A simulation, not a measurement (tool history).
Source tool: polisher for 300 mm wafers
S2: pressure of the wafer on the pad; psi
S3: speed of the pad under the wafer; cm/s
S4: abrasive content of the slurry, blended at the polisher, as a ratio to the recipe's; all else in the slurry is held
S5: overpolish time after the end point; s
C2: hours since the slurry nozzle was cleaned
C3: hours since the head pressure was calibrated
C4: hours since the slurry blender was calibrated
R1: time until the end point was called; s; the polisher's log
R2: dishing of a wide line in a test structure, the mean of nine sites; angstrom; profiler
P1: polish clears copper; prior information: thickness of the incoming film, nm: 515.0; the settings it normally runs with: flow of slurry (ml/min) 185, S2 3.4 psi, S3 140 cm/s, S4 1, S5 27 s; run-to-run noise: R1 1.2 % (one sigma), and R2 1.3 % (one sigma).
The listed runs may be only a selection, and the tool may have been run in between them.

{"run": 1, "day": 0.325, "flow of slurry (ml/min)": 185, "S2": 3.4, "S3": 140, "S4": 1, "S5": 27, "wafers polished on this pad": 768, "C2": 493.6, "C3": 486.9, "C4": 31.5, "R1": 95.771, "R2": 154.21}
{"run": 2, "day": 0.658, "flow of slurry (ml/min)": 185, "S2": 3.4, "S3": 140, "S4": 1, "S5": 27, "wafers polished on this pad": 858, "C2": 501.6, "C3": 494.9, "C4": 39.5, "R1": 93.822, "R2": 155.27}
{"run": 3, "day": 0.825, "flow of slurry (ml/min)": 185, "S2": 3.4, "S3": 140, "S4": 1.4, "S5": 27, "wafers polished on this pad": 902, "C2": 505.6, "C3": 498.9, "C4": 43.5, "R1": 87.539, "R2": 157.47}
{"run": 4, "day": 1.05, "flow of slurry (ml/min)": 185, "S2": 3.4, "S3": 68, "S4": 1, "S5": 27, "wafers polished on this pad": 963, "C2": 511, "C3": 504.3, "C4": 48.9, "R1": 194.5, "R2": 150.81}
{"run": 5, "day": 1.275, "flow of slurry (ml/min)": 185, "S2": 2, "S3": 140, "S4": 1, "S5": 27, "wafers polished on this pad": 1023, "C2": 516.4, "C3": 509.7, "C4": 54.3, "R1": 160.25, "R2": 152.21}
{"run": 6, "day": 1.604, "flow of slurry (ml/min)": 185, "S2": 3.4, "S3": 198, "S4": 1, "S5": 27, "wafers polished on this pad": 1111, "C2": 524.3, "C3": 517.6, "C4": 62.2, "R1": 66.827, "R2": 156.52}
{"run": 7, "day": 1.921, "flow of slurry (ml/min)": 185, "S2": 4.9, "S3": 140, "S4": 1, "S5": 27, "wafers polished on this pad": 1196, "C2": 531.9, "C3": 525.2, "C4": 69.8, "R1": 65.669, "R2": 159.12}
{"run": 8, "day": 2.2, "flow of slurry (ml/min)": 110, "S2": 3.4, "S3": 140, "S4": 1, "S5": 27, "wafers polished on this pad": 1271, "C2": 538.6, "C3": 531.9, "C4": 76.5, "R1": 103.33, "R2": 153.51}
{"run": 9, "day": 2.4, "flow of slurry (ml/min)": 185, "S2": 3.4, "S3": 140, "S4": 1, "S5": 27, "wafers polished on this pad": 1325, "C2": 543.4, "C3": 536.7, "C4": 81.3, "R1": 93.221, "R2": 153.72}
{"run": 10, "day": 2.712, "flow of slurry (ml/min)": 185, "S2": 3.4, "S3": 140, "S4": 1, "S5": 27, "wafers polished on this pad": 1409, "C2": 550.9, "C3": 544.2, "C4": 88.8, "R1": 94.012, "R2": 156.22}
{"run": 11, "day": 3.038, "flow of slurry (ml/min)": 185, "S2": 3.4, "S3": 140, "S4": 1, "S5": 27, "wafers polished on this pad": 1496, "C2": 558.7, "C3": 552, "C4": 96.6, "R1": 94.127, "R2": 156.48}
{"run": 12, "day": 3.225, "flow of slurry (ml/min)": 185, "S2": 3.4, "S3": 140, "S4": 1, "S5": 10, "wafers polished on this pad": 1546, "C2": 563.2, "C3": 556.5, "C4": 101.1, "R1": 96.253, "R2": 143.8}
{"run": 13, "day": 3.521, "flow of slurry (ml/min)": 185, "S2": 3.4, "S3": 140, "S4": 1, "S5": 27, "wafers polished on this pad": 1625, "C2": 570.3, "C3": 563.6, "C4": 108.2, "R1": 93.333, "R2": 157.1}
{"run": 14, "day": 3.825, "flow of slurry (ml/min)": 185, "S2": 3.4, "S3": 140, "S4": 1, "S5": 54, "wafers polished on this pad": 1707, "C2": 577.6, "C3": 570.9, "C4": 115.5, "R1": 93.873, "R2": 154.57}
{"run": 15, "day": 4.062, "flow of slurry (ml/min)": 185, "S2": 3.4, "S3": 140, "S4": 0.55, "S5": 27, "wafers polished on this pad": 1771, "C2": 583.3, "C3": 576.6, "C4": 121.2, "R1": 106.67, "R2": 157.71}
{"run": 16, "day": 4.338, "flow of slurry (ml/min)": 185, "S2": 3.4, "S3": 80, "S4": 1, "S5": 38, "wafers polished on this pad": 1844, "C2": 589.9, "C3": 583.2, "C4": 127.8, "R1": 165.64, "R2": 155.73}
{"run": 17, "day": 4.571, "flow of slurry (ml/min)": 270, "S2": 3.4, "S3": 140, "S4": 1, "S5": 27, "wafers polished on this pad": 1907, "C2": 595.5, "C3": 588.8, "C4": 133.4, "R1": 89.909, "R2": 155.28}
{"run": 18, "day": 4.842, "flow of slurry (ml/min)": 185, "S2": 3.4, "S3": 140, "S4": 1, "S5": 27, "wafers polished on this pad": 1980, "C2": 602, "C3": 595.3, "C4": 139.9, "R1": 92.514, "R2": 159.24}
{"run": 19, "day": 5.083, "flow of slurry (ml/min)": 185, "S2": 3.4, "S3": 140, "S4": 1, "S5": 27, "wafers polished on this pad": 2044, "C2": 607.8, "C3": 601.1, "C4": 145.7, "R1": 96.069, "R2": 155.19}
{"run": 20, "day": 5.304, "flow of slurry (ml/min)": 185, "S2": 3.4, "S3": 140, "S4": 1, "S5": 27, "wafers polished on this pad": 2104, "C2": 613.1, "C3": 606.4, "C4": 151, "R1": 99.299, "R2": 153.52}
{"run": 21, "day": 5.45, "flow of slurry (ml/min)": 185, "S2": 3.4, "S3": 140, "S4": 1, "S5": 27, "wafers polished on this pad": 2143, "C2": 616.6, "C3": 609.9, "C4": 154.5, "R1": 101.23, "R2": 156.48}
{"day": 5.483, "done": "head pressure recalibrated"}
{"run": 22, "day": 5.671, "flow of slurry (ml/min)": 185, "S2": 3.4, "S3": 140, "S4": 1, "S5": 27, "wafers polished on this pad": 2202, "C2": 621.9, "C3": 4.5, "C4": 159.8, "R1": 102.2, "R2": 155.55}
{"day": 5.925, "done": "slurry blender recalibrated"}
{"run": 23, "day": 5.929, "flow of slurry (ml/min)": 185, "S2": 3.4, "S3": 140, "S4": 1, "S5": 27, "wafers polished on this pad": 2271, "C2": 628.1, "C3": 10.7, "C4": 0.1, "R1": 101.12, "R2": 156.45}
{"run": 24, "day": 6.129, "flow of slurry (ml/min)": 185, "S2": 3.4, "S3": 140, "S4": 1, "S5": 27, "wafers polished on this pad": 2325, "C2": 632.9, "C3": 15.5, "C4": 4.9, "R1": 100.69, "R2": 159.54}
{"run": 25, "day": 6.442, "flow of slurry (ml/min)": 185, "S2": 3.4, "S3": 140, "S4": 1, "S5": 27, "wafers polished on this pad": 2409, "C2": 640.4, "C3": 23, "C4": 12.4, "R1": 100.6, "R2": 157.41}
{"run": 26, "day": 6.654, "flow of slurry (ml/min)": 185, "S2": 3.4, "S3": 140, "S4": 1, "S5": 27, "wafers polished on this pad": 2466, "C2": 645.5, "C3": 28.1, "C4": 17.5, "R1": 101.27, "R2": 155.45}

What P1 gives has crept off from where it sat before. The 2 causes that follow fit the log equally well, each at the size noted:
A: slurry flow missing at the pad, % = 38.2
B: removal rate lost through wear of the pad, % = 8.28
At approximately day 4.842, the process output began to creep.
The rest of the possible causes, and what rules out each one:
head's pressure below its setpoint, %: its service at day 5.483 followed the start of the drift and did not put the process back to its old value
abrasive missing from the slurry, %: its service at day 5.925 followed the start of the drift and did not put the process back to its old value

The 4 check runs listed below each average the results of 5 wafers, and their outcomes are marked with question marks. Under which run would the listed causes produce clearly different results?
{"run": "check 1", "day": 6.867, "flow of slurry (ml/min)": 115, "S2": 3.4, "S3": 140, "S4": 1, "S5": 27, "R1": "?", "R2": "?"}
{"run": "check 2", "day": 6.867, "flow of slurry (ml/min)": 185, "S2": 3.4, "S3": 140, "S4": 0.75, "S5": 27, "R1": "?", "R2": "?"}
{"run": "check 3", "day": 6.867, "flow of slurry (ml/min)": 185, "S2": 3.4, "S3": 140, "S4": 0.55, "S5": 27, "R1": "?", "R2": "?"}
{"run": "check 4", "day": 6.867, "flow of slurry (ml/min)": 185, "S2": 3.4, "S3": 140, "S4": 1.2, "S5": 27, "R1": "?", "R2": "?"}

Outcome of each check run for each possible cause:
check=check_1 result=R1 if_A=117.08 if_B=111.84
check=check_1 result=R2 if_A=155.69 if_B=155.79
check=check_2 result=R1 if_A=109.13 if_B=109.13
check=check_2 result=R2 if_A=155.84 if_B=155.84
check=check_3 result=R1 if_A=116.21 if_B=116.22
check=check_3 result=R2 if_A=155.71 if_B=155.71
check=check_4 result=R1 if_A=98.739 if_B=98.742
check=check_4 result=R2 if_A=155.98 if_B=155.98
Gap, in per cent, between the two causes that each check separates least, read from the result that separates them most: check 1 4.57 %; check 2 0 %; check 3 0 %; check 4 0 %
The causes can be told apart only by check 1. The other checks would give nearly the same results under each of them.

Here is what check 1 returned: R1 117.04 s; R2 156.29 angstrom. Which cause is it?

It was cause A: slurry flow missing at the pad, %.

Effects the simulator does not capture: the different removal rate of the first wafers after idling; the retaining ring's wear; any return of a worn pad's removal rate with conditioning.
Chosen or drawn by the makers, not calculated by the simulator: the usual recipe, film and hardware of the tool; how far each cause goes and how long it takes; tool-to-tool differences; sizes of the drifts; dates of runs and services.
